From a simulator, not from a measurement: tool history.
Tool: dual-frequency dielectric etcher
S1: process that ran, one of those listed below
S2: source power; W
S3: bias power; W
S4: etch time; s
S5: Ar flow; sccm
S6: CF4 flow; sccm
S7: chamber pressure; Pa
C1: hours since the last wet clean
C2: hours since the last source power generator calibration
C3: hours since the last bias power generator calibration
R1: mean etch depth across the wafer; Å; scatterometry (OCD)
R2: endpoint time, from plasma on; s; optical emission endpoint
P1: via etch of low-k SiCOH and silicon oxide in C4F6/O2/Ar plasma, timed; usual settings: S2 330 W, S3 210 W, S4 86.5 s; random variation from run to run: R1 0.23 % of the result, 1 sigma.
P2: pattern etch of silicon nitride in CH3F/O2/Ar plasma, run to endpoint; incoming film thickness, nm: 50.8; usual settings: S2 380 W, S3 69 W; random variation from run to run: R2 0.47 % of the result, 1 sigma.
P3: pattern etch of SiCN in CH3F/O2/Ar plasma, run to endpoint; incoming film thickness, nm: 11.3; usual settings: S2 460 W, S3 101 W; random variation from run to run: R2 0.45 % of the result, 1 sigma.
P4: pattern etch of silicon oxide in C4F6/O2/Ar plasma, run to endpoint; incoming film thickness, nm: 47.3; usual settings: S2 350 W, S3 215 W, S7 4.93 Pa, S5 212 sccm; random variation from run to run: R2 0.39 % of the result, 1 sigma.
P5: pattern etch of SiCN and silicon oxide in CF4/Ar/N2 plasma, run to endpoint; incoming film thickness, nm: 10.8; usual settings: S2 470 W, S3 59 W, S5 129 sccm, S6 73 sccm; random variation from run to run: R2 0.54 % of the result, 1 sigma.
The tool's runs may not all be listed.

run 1 hour=8.8 | S1=P1 S2=330 S3=210 S4=86.5 | C1=244.8 C2=949.3 C3=933.5 | R1=2337.2
run 2 hour=13.3 | S1=P5 S2=470 S3=59 S5=129 S6=99 | C1=249.3 C2=953.8 C3=938.0 | R2=12.388
run 3 hour=19.6 | S1=P1 S2=330 S3=210 S4=86.5 | C1=255.6 C2=960.1 C3=944.3 | R1=2342.0
run 4 hour=26.5 | S1=P1 S2=410 S3=145 S4=86.5 | C1=262.5 C2=967.0 C3=951.2 | R1=2266.0
run 5 hour=35.7 | S1=P4 S2=350 S3=140 S5=212 S7=4.93 | C1=271.7 C2=976.2 C3=960.4 | R2=16.598
run 6 hour=40.6 | S1=P3 S2=460 S3=101 | C1=276.6 C2=981.1 C3=965.3 | R2=25.586
run 7 hour=48.7 | S1=P4 S2=230 S3=215 S5=212 S7=4.93 | C1=284.7 C2=989.2 C3=973.4 | R2=16.990
run 8 hour=55.3 | S1=P1 S2=330 S3=210 S4=86.5 | C1=291.3 C2=995.8 C3=980.0 | R1=2346.2
run 9 hour=63.9 | S1=P1 S2=330 S3=125 S4=86.5 | C1=299.9 C2=1004.4 C3=988.6 | R1=1990.2
run 10 hour=72.6 | S1=P1 S2=330 S3=255 S4=86.5 | C1=308.6 C2=1013.1 C3=997.3 | R1=2505.1
run 11 hour=77.6 | S1=P1 S2=330 S3=210 S4=86.5 | C1=313.6 C2=1018.1 C3=1002.3 | R1=2337.3
run 12 hour=82.2 | S1=P2 S2=380 S3=43 | C1=318.2 C2=1022.7 C3=1006.9 | R2=89.509
run 13 hour=87.8 | S1=P5 S2=590 S3=59 S5=129 S6=73 | C1=323.8 C2=1028.3 C3=1012.5 | R2=10.581
run 14 hour=95.9 | S1=P3 S2=460 S3=75 | C1=331.9 C2=1036.4 C3=1020.6 | R2=28.430
run 15 hour=103.3 | S1=P1 S2=230 S3=210 S4=86.5 | C1=339.3 C2=1043.8 C3=1028.0 | R1=2040.0
run 16 hour=108.2 | S1=P3 S2=460 S3=101 | C1=344.2 C2=1048.7 C3=1032.9 | R2=25.391
run 17 hour=112.7 | S1=P1 S2=330 S3=210 S4=107.0 | C1=348.7 C2=1053.2 C3=1037.4 | R1=2890.2
run 18 hour=120.1 | S1=P3 S2=260 S3=101 | C1=356.1 C2=1060.6 C3=1044.8 | R2=31.363
run 19 hour=128.1 | S1=P2 S2=220 S3=69 | C1=364.1 C2=1068.6 C3=1052.8 | R2=95.024
run 20 hour=135.3 | S1=P5 S2=470 S3=35 S5=129 S6=73 | C1=371.3 C2=1075.8 C3=1060.0 | R2=15.489
run 21 hour=143.2 | S1=P1 S2=330 S3=210 S4=86.5 | C1=379.2 C2=1083.7 C3=1067.9 | R1=2340.6
-- hour=147.2 wet clean of the chamber
run 22 hour=150.4 | S1=P4 S2=350 S3=215 S5=212 S7=3.93 | C1=3.2 C2=1090.9 C3=1075.1 | R2=14.247
run 23 hour=158.3 | S1=P5 S2=470 S3=59 S5=129 S6=73 | C1=11.1 C2=1098.8 C3=1083.0 | R2=13.022
run 24 hour=165.5 | S1=P4 S2=350 S3=215 S5=135 S7=4.93 | C1=18.3 C2=1106.0 C3=1090.2 | R2=13.860
run 25 hour=169.7 | S1=P5 S2=470 S3=59 S5=129 S6=73 | C1=22.5 C2=1110.2 C3=1094.4 | R2=12.945
run 26 hour=179.0 | S1=P4 S2=350 S3=215 S5=212 S7=4.93 | C1=31.8 C2=1119.5 C3=1103.7 | R2=14.437
run 27 hour=187.1 | S1=P1 S2=330 S3=210 S4=47.5 | C1=39.9 C2=1127.6 C3=1111.8 | R1=1284.1
run 28 hour=194.7 | S1=P1 S2=330 S3=210 S4=86.5 | C1=47.5 C2=1135.2 C3=1119.4 | R1=2337.7
run 29 hour=202.4 | S1=P1 S2=420 S3=210 S4=86.5 | C1=55.2 C2=1142.9 C3=1127.1 | R1=2568.2
run 30 hour=211.7 | S1=P2 S2=380 S3=69 | C1=64.5 C2=1152.2 C3=1136.4 | R2=76.096
run 31 hour=221.1 | S1=P5 S2=470 S3=59 S5=157 S6=73 | C1=73.9 C2=1161.6 C3=1145.8 | R2=13.476
run 32 hour=230.5 | S1=P1 S2=330 S3=210 S4=86.5 | C1=83.3 C2=1171.0 C3=1155.2 | R1=2345.8
run 33 hour=238.1 | S1=P1 S2=330 S3=210 S4=86.5 | C1=90.9 C2=1178.6 C3=1162.8 | R1=2333.0
run 34 hour=244.6 | S1=P1 S2=330 S3=210 S4=86.5 | C1=97.4 C2=1185.1 C3=1169.3 | R1=2323.7
run 35 hour=251.6 | S1=P1 S2=330 S3=210 S4=86.5 | C1=104.4 C2=1192.1 C3=1176.3 | R1=2318.5
run 36 hour=260.4 | S1=P1 S2=330 S3=210 S4=86.5 | C1=113.2 C2=1200.9 C3=1185.1 | R1=2311.2
-- hour=264.0 wet clean of the chamber
run 37 hour=266.1 | S1=P1 S2=330 S3=210 S4=86.5 | C1=2.1 C2=1206.6 C3=1190.8 | R1=2301.0
run 38 hour=273.7 | S1=P1 S2=330 S3=210 S4=86.5 | C1=9.7 C2=1214.2 C3=1198.4 | R1=2315.4
run 39 hour=280.9 | S1=P1 S2=330 S3=210 S4=86.5 | C1=16.9 C2=1221.4 C3=1205.6 | R1=2302.8
run 40 hour=288.5 | S1=P1 S2=330 S3=210 S4=86.5 | C1=24.5 C2=1229.0 C3=1213.2 | R1=2296.5

The next listed run, before its measurement:
run 41 hour=295.6 | S1=P1 S2=330 S3=210 S4=86.5 | C1=31.6 C2=1236.1 C3=1220.3 | R1=?

{"run 41": {"R1": 2311.3}}
